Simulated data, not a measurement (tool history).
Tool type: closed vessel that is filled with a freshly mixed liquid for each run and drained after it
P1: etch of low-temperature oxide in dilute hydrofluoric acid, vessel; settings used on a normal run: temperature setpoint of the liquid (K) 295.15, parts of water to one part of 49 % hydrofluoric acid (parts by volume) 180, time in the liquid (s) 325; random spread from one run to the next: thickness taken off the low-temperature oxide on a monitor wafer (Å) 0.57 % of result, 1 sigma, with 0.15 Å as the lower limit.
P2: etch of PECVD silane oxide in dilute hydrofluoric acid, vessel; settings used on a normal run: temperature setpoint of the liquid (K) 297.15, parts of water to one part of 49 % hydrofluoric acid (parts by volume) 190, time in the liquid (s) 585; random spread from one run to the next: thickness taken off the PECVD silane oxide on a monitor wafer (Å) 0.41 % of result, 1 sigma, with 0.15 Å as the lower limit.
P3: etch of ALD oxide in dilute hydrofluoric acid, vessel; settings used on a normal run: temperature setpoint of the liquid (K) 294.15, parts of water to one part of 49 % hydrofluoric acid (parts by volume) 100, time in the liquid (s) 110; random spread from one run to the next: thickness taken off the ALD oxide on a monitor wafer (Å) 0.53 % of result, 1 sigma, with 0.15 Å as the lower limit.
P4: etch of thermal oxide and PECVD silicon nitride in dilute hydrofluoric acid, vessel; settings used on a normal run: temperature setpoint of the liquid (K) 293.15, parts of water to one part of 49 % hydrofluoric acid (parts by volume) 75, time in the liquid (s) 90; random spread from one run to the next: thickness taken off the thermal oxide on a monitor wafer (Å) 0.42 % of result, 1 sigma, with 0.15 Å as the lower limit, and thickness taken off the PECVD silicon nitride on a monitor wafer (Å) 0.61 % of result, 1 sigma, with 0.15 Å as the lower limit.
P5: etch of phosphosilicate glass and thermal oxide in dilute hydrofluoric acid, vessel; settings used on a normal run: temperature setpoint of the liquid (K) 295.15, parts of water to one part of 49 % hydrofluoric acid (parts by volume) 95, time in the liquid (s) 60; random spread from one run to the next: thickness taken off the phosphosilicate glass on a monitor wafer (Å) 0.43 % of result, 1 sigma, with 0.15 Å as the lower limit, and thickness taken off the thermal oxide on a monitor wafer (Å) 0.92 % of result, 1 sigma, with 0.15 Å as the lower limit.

run     day  process that ran  temperature setpoint of the liquid (K)  parts of water to one part of 49 % hydrofluoric acid (parts by volume)  time in the liquid (s)  thickness taken off the low-temperature oxide on a monitor wafer (Å)  thickness taken off the phosphosilicate glass on a monitor wafer (Å)  thickness taken off the thermal oxide on a monitor wafer (Å)  thickness taken off the ALD oxide on a monitor wafer (Å)  thickness taken off the PECVD silane oxide on a monitor wafer (Å)  thickness taken off the PECVD silicon nitride on a monitor wafer (Å)
  1   0.588                P1                                  295.15                                                                     180                     325                                                                160.92
  2   1.267                P1                                  295.15                                                                     180                      75                                                                37.562
  3   1.596                P1                                  295.15                                                                      45                     325                                                                748.62
  4   1.967                P5                                  295.15                                                                      95                      60                                                                                                                                      657.77                                                        28.731
  5   2.604                P5                                  299.15                                                                      95                      60                                                                                                                                      766.77                                                        34.281
  6   3.158                P3                                  294.15                                                                      50                     110                                                                                                                                                                                                                                                              206.33
      3.838  -- hydrofluoric acid flow meter replaced
  7   3.875                P5                                  295.15                                                                      95                      60                                                                                                                                      660.88                                                        28.955
  8   4.396                P1                                  295.15                                                                     180                     325                                                                 160.7
  9   5.088                P2                                  297.15                                                                     260                     585                                                                                                                                                                                                                                                                                                                                 383.44
 10   5.712                P2                                  297.15                                                                     190                     585                                                                                                                                                                                                                                                                                                                                 565.99
 11   6.146                P2                                  297.15                                                                     190                      30                                                                                                                                                                                                                                                                                                                                 29.304
 12   6.658                P5                                  295.15                                                                      45                      60                                                                                                                                      1470.1                                                          65.2
 13   7.158                P1                                  295.15                                                                     180                     525                                                                   260
 14   7.733                P5                                  295.15                                                                      95                     100                                                                                                                                      1096.3                                                         47.78
 15   8.404                P1                                  295.15                                                                     260                     325                                                                 102.3
 16   8.762                P4                                  293.15                                                                     115                      90                                                                                                                                                                                                    30.297                                                                                                                                                                                              33.33
 17   9.408                P1                                  295.15                                                                     180                     325                                                                159.39
 18    9.85                P4                                  290.15                                                                      75                      90                                                                                                                                                                                                    43.502                                                                                                                                                                                             40.503
 19  10.383                P2                                  297.15                                                                     190                     585                                                                                                                                                                                                                                                                                                                                 567.12
 20  10.883                P1                                  299.65                                                                     255                     325                                                                124.16
 21    11.4                P3                                  301.15                                                                     100                     110                                                                                                                                                                                                                                                               128.9
 22  11.921                P1                                  290.15                                                                     180                     325                                                                133.35
 23  12.638                P4                                  293.15                                                                      75                      45                                                                                                                                                                                                    24.314                                                                                                                                                                                             25.018
 24   13.15                P2                                  303.65                                                                     190                     585                                                                                                                                                                                                                                                                                                                                 718.49
 25  13.679                P3                                  294.15                                                                     100                     110                                                                                                                                                                                                                                                              98.326
 26  14.225                P1                                  301.15                                                                     180                     325                                                                200.21
 27  14.608                P1                                  295.15                                                                     180                     325                                                                161.37
 28  15.112                P3                                  294.15                                                                     100                     175                                                                                                                                                                                                                                                              156.59
 29  15.771                P4                                  293.15                                                                      75                      90                                                                                                                                                                                                      48.7                                                                                                                                                                                             50.142
 30  16.217                P1                                  295.15                                                                     180                     325                                                                159.96
 31  16.808                P1                                  295.15                                                                     180                     325                                                                 156.3
 32  17.142                P1                                  295.15                                                                     180                     325                                                                152.99
 33  17.592                P1                                  295.15                                                                     180                     325                                                                152.06
 34  17.992                P1                                  295.15                                                                     180                     325                                                                152.73
 35  18.379                P1                                  295.15                                                                     180                     325                                                                151.36
 36  18.804                P1                                  295.15                                                                     180                     325                                                                152.17
 37  19.354                P1                                  295.15                                                                     180                     325                                                                151.58

Compared with where it was, what P1 gives has crept away. Each cause listed below fits the log as well as the rest, at the size given for it:
A: hydrofluoric acid flow below the setpoint (%) = 5.22
B: liquid colder than its thermometer reads (K) = 1.66
The gradual shift began around day 16.217.

4 check runs are offered, one wafer each, their results left as question marks. Which one tells the causes apart?
check 1  19.904                P4                                  293.15                                                                      75                      90                                                                                                                                                                                                         ?                                                                                                                                                                                                  ?
check 2  19.904                P2                                  297.15                                                                     190                     585                                                                                                                                                                                                                                                                                                                                      ?
check 3  19.904                P3                                  294.15                                                                     100                     110                                                                                                                                                                                                                                                                   ?
check 4  19.904                P5                                  295.15                                                                      95                      60                                                                                                                                           ?                                                             ?

If the cause were each of the candidates in turn, the checks would give the following:
  check                                                                result    if A    if B
check 1          thickness taken off the thermal oxide on a monitor wafer (Å)  46.218  45.694
check 1  thickness taken off the PECVD silicon nitride on a monitor wafer (Å)  47.367  44.494
check 2     thickness taken off the PECVD silane oxide on a monitor wafer (Å)  530.74  532.11
check 3              thickness taken off the ALD oxide on a monitor wafer (Å)  92.117  91.368
check 4  thickness taken off the phosphosilicate glass on a monitor wafer (Å)  619.01  614.11
check 4          thickness taken off the thermal oxide on a monitor wafer (Å)   26.91  26.697
Per-check spread between the two closest causes, in the result where they differ most: check 1 6.26 %; check 2 0.26 %; check 3 0.82 %; check 4 0.8 %
Check 1 distinguishes between the causes, while the remaining checks would return nearly the same result for all of them.

Then check 1 was run and gave: thickness taken off the thermal oxide on a monitor wafer (Å) 45.771; thickness taken off the PECVD silicon nitride on a monitor wafer (Å) 44.041. Which cause is it?

It was cause B: liquid colder than its thermometer reads (K).
